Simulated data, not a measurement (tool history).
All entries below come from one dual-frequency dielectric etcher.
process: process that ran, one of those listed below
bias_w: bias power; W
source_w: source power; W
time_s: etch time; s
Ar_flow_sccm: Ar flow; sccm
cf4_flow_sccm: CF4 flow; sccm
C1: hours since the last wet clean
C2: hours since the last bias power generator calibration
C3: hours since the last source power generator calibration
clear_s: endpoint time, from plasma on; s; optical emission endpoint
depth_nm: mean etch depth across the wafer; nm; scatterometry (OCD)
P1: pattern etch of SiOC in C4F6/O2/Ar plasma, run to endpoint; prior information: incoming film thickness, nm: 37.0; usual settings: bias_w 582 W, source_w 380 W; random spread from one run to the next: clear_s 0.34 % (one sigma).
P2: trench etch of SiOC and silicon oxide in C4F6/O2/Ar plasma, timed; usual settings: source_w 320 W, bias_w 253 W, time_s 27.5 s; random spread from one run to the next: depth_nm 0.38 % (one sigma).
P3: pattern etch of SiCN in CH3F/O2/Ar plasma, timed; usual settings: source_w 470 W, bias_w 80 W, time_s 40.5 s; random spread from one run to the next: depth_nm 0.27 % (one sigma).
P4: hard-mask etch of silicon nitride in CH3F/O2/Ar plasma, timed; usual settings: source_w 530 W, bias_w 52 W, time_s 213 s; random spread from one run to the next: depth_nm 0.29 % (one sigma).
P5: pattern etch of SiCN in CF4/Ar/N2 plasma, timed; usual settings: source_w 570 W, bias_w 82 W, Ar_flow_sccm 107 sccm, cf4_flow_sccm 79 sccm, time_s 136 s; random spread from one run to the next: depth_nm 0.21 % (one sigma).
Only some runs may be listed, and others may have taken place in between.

run 1 hour=14.8 | process=P1 bias_w=582 source_w=380 | C1=396 C2=1370.5 C3=490 | clear_s=11.917
run 2 hour=26.4 | process=P4 bias_w=52 source_w=530 time_s=149 | C1=407.6 C2=1382.1 C3=501.6 | depth_nm=105.4
run 3 hour=41 | process=P1 bias_w=456 source_w=380 | C1=422.2 C2=1396.7 C3=516.2 | clear_s=13.102
run 4 hour=50.4 | process=P1 bias_w=681 source_w=250 | C1=431.6 C2=1406.1 C3=525.6 | clear_s=13.012
run 5 hour=60.3 | process=P4 bias_w=52 source_w=530 time_s=213 | C1=441.5 C2=1416 C3=535.5 | depth_nm=150.48
run 6 hour=74.6 | process=P5 bias_w=82 source_w=710 time_s=136 Ar_flow_sccm=107 cf4_flow_sccm=79 | C1=455.8 C2=1430.3 C3=549.8 | depth_nm=187.45
run 7 hour=85.6 | process=P4 bias_w=70 source_w=530 time_s=213 | C1=466.8 C2=1441.3 C3=560.8 | depth_nm=165.46
run 8 hour=92.7 | process=P5 bias_w=82 source_w=570 time_s=136 Ar_flow_sccm=79 cf4_flow_sccm=79 | C1=473.9 C2=1448.4 C3=567.9 | depth_nm=160.82
run 9 hour=99.7 | process=P1 bias_w=582 source_w=460 | C1=480.9 C2=1455.4 C3=574.9 | clear_s=11.165
run 10 hour=113.1 | process=P4 bias_w=52 source_w=530 time_s=213 | C1=494.3 C2=1468.8 C3=588.3 | depth_nm=149.91
run 11 hour=121.9 | process=P5 bias_w=82 source_w=570 time_s=136 Ar_flow_sccm=107 cf4_flow_sccm=79 | C1=503.1 C2=1477.6 C3=597.1 | depth_nm=154.28
run 12 hour=132.4 | process=P3 bias_w=62 source_w=470 time_s=40.5 | C1=513.6 C2=1488.1 C3=607.6 | depth_nm=15.335
run 13 hour=141.3 | process=P5 bias_w=82 source_w=570 time_s=136 Ar_flow_sccm=107 cf4_flow_sccm=79 | C1=522.5 C2=1497 C3=616.5 | depth_nm=153.5
run 14 hour=155.9 | process=P5 bias_w=82 source_w=570 time_s=178 Ar_flow_sccm=107 cf4_flow_sccm=79 | C1=537.1 C2=1511.6 C3=631.1 | depth_nm=201.86
run 15 hour=166.3 | process=P3 bias_w=80 source_w=290 time_s=40.5 | C1=547.5 C2=1522 C3=641.5 | depth_nm=13.92
run 16 hour=175.5 | process=P2 bias_w=253 source_w=320 time_s=17 | C1=556.7 C2=1531.2 C3=650.7 | depth_nm=33.868
run 17 hour=185.5 | process=P3 bias_w=80 source_w=470 time_s=40.5 | C1=566.7 C2=1541.2 C3=660.7 | depth_nm=16.762
run 18 hour=193 | process=P2 bias_w=253 source_w=320 time_s=27.5 | C1=574.2 C2=1548.7 C3=668.2 | depth_nm=54.792
run 19 hour=205.7 | process=P1 bias_w=799 source_w=380 | C1=586.9 C2=1561.4 C3=680.9 | clear_s=10.496
run 20 hour=217.8 | process=P1 bias_w=582 source_w=380 | C1=599 C2=1573.5 C3=693 | clear_s=11.897
run 21 hour=230.5 | process=P1 bias_w=582 source_w=380 | C1=611.7 C2=1586.2 C3=705.7 | clear_s=11.947
run 22 hour=238.4 | process=P1 bias_w=582 source_w=380 | C1=619.6 C2=1594.1 C3=713.6 | clear_s=11.968
run 23 hour=253.6 | process=P1 bias_w=582 source_w=240 | C1=634.8 C2=1609.3 C3=728.8 | clear_s=14.034
run 24 hour=268.3 | process=P5 bias_w=82 source_w=570 time_s=136 Ar_flow_sccm=107 cf4_flow_sccm=97 | C1=649.5 C2=1624 C3=743.5 | depth_nm=158.89
run 25 hour=275.8 | process=P4 bias_w=52 source_w=330 time_s=213 | C1=657 C2=1631.5 C3=751 | depth_nm=125.15
run 26 hour=286.5 | process=P2 bias_w=253 source_w=240 time_s=27.5 | C1=667.7 C2=1642.2 C3=761.7 | depth_nm=49.253
-- hour=294.1 bias power generator calibrated
run 27 hour=300.8 | process=P2 bias_w=253 source_w=320 time_s=27.5 | C1=682 C2=6.7 C3=776 | depth_nm=54.717
run 28 hour=314.5 | process=P3 bias_w=80 source_w=470 time_s=52.5 | C1=695.7 C2=20.4 C3=789.7 | depth_nm=21.691
run 29 hour=323.2 | process=P1 bias_w=582 source_w=380 | C1=704.4 C2=29.1 C3=798.4 | clear_s=11.982
run 30 hour=334.5 | process=P5 bias_w=99 source_w=570 time_s=136 Ar_flow_sccm=107 cf4_flow_sccm=79 | C1=715.7 C2=40.4 C3=809.7 | depth_nm=164.65
run 31 hour=347.2 | process=P2 bias_w=180 source_w=320 time_s=27.5 | C1=728.4 C2=53.1 C3=822.4 | depth_nm=49.21
run 32 hour=357.1 | process=P1 bias_w=582 source_w=380 | C1=738.3 C2=63 C3=832.3 | clear_s=11.916
run 33 hour=369.9 | process=P1 bias_w=582 source_w=380 | C1=751.1 C2=75.8 C3=845.1 | clear_s=12.016
run 34 hour=382 | process=P1 bias_w=582 source_w=380 | C1=763.2 C2=87.9 C3=857.2 | clear_s=12.044
run 35 hour=395.2 | process=P1 bias_w=582 source_w=380 | C1=776.4 C2=101.1 C3=870.4 | clear_s=12.06
run 36 hour=404.9 | process=P1 bias_w=582 source_w=380 | C1=786.1 C2=110.8 C3=880.1 | clear_s=12.168
run 37 hour=412.9 | process=P1 bias_w=582 source_w=380 | C1=794.1 C2=118.8 C3=888.1 | clear_s=12.183
-- hour=423.4 wet clean of the chamber
run 38 hour=425.2 | process=P1 bias_w=582 source_w=380 | C1=1.9 C2=131.1 C3=900.4 | clear_s=12.097
run 39 hour=432.2 | process=P1 bias_w=582 source_w=380 | C1=8.9 C2=138.1 C3=907.4 | clear_s=12.116
run 40 hour=442.2 | process=P1 bias_w=582 source_w=380 | C1=18.9 C2=148.1 C3=917.4 | clear_s=12.163
run 41 hour=449.8 | process=P1 bias_w=582 source_w=380 | C1=26.5 C2=155.7 C3=925 | clear_s=12.128
run 42 hour=459.4 | process=P1 bias_w=582 source_w=380 | C1=36.1 C2=165.3 C3=934.6 | clear_s=12.072

The output of P1 has drifted from where it used to be. Each of the 2 causes below, taken at the size shown beside it, accounts for the log equally well:
A: source power that arrives under what is set, % = 4.52
B: bias power that arrives under what is set, % = 4.34
The creep began at about hour 357.1.
All other causes, with the reason each is excluded:
chamber walls in a state that lowers the etch rate, %: its service at hour 423.4 followed the start of the drift and did not put the process back to its old value

4 check runs are offered, one wafer each, their results left as question marks. Which one tells the causes apart?
run check 1 hour=469 | process=P5 bias_w=82 source_w=570 time_s=136 Ar_flow_sccm=107 cf4_flow_sccm=79 | depth_nm=?
run check 2 hour=469 | process=P3 bias_w=80 source_w=470 time_s=40.5 | depth_nm=?
run check 3 hour=469 | process=P2 bias_w=253 source_w=320 time_s=27.5 | depth_nm=?
run check 4 hour=469 | process=P4 bias_w=52 source_w=530 time_s=213 | depth_nm=?

Check results expected under each cause:
check=check_1 result=depth_nm if_A=147.96 if_B=151.74
check=check_2 result=depth_nm if_A=16.469 if_B=16.494
check=check_3 result=depth_nm if_A=53.896 if_B=54.024
check=check_4 result=depth_nm if_A=147.74 if_B=148.4
Separation of the two closest causes in each check, using whichever result separates them best: check 1 2.53 %; check 2 0.16 %; check 3 0.24 %; check 4 0.45 %
Only check 1 tells the causes apart: in the others they would give nearly the same result.

The results of check 1 are: depth_nm 148.11 nm. Based on these, which of the listed causes is it?

The correct cause is A, namely: source power that arrives under what is set, %.
